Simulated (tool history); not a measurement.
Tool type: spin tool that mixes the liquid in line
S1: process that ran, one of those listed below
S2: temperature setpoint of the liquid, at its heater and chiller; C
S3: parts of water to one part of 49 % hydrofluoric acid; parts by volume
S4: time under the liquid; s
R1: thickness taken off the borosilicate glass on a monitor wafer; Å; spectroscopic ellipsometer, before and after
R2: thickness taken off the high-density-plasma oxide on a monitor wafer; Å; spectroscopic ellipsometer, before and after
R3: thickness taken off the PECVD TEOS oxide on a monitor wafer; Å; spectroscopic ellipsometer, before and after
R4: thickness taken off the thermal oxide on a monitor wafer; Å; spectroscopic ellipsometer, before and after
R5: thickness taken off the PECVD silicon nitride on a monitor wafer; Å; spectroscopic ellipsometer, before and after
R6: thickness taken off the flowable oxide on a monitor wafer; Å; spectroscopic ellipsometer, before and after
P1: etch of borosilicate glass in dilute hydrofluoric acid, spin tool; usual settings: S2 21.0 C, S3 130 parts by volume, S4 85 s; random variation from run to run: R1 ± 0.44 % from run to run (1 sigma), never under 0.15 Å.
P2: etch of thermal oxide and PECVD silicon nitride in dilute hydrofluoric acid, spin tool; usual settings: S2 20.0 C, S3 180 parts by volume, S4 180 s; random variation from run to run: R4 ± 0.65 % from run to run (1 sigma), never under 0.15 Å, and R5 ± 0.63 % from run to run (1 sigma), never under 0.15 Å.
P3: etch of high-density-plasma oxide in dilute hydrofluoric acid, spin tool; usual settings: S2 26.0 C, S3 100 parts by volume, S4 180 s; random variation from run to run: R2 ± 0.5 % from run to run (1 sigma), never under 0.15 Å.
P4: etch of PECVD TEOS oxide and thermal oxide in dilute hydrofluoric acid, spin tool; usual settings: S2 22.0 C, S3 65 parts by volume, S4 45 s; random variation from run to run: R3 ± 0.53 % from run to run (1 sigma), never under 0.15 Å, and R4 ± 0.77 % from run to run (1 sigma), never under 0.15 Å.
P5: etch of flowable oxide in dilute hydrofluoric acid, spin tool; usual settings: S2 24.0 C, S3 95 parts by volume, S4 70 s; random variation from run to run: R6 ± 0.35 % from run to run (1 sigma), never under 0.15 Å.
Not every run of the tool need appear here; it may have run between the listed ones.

run   hour  S1    S2   S3   S4       R1       R2       R3      R4      R5       R6
  1    7.9  P1  21.0  130   85  218.340
  2   16.0  P3  18.5  100  180           108.490
  3   22.0  P4  22.0   65   45                    134.060  30.348
  4   26.9  P2  20.0  180  180                             38.402  43.823
  5   32.7  P1  21.0  130   20   51.502
  6   39.1  P1  21.0  130  160  412.620
  7   47.4  P1  21.0  210   85  124.000
  8   53.3  P2  20.0  305  180                             20.095  26.675
  9   58.5  P2  20.0  180  365                             77.693  89.967
 10   62.7  P4  22.0   65   20                     58.967  13.555
 11   67.8  P1  17.0  130   85  185.500
 12   74.3  P1  21.0  130   85  218.830
 13   79.3  P2  17.0  180  180                             34.486  36.062
 14   88.1  P1  21.0  130   85  217.810
      89.4  -- thermometer replaced
 15   96.2  P5  24.0   95   15                                              61.612
 16  103.9  P2  20.0  180  180                             38.410  43.519
 17  109.0  P1  17.0  130   15   32.423
 18  115.7  P5  17.0   95   70                                             215.590
 19  123.2  P1  21.0  130   85  219.410
 20  130.7  P4  30.0   65   45                    182.450  41.730
 21  138.6  P3  26.0  100   85            69.019
 22  145.3  P3  26.0  100  180           145.980
 23  149.9  P3  26.0  175  180            76.184
 24  157.1  P5  24.0   95   70                                             288.470

Forecast run 25:
 25  165.4  P3  26.0  100  180       ?

Run 25 produced R2 145.250 Å.
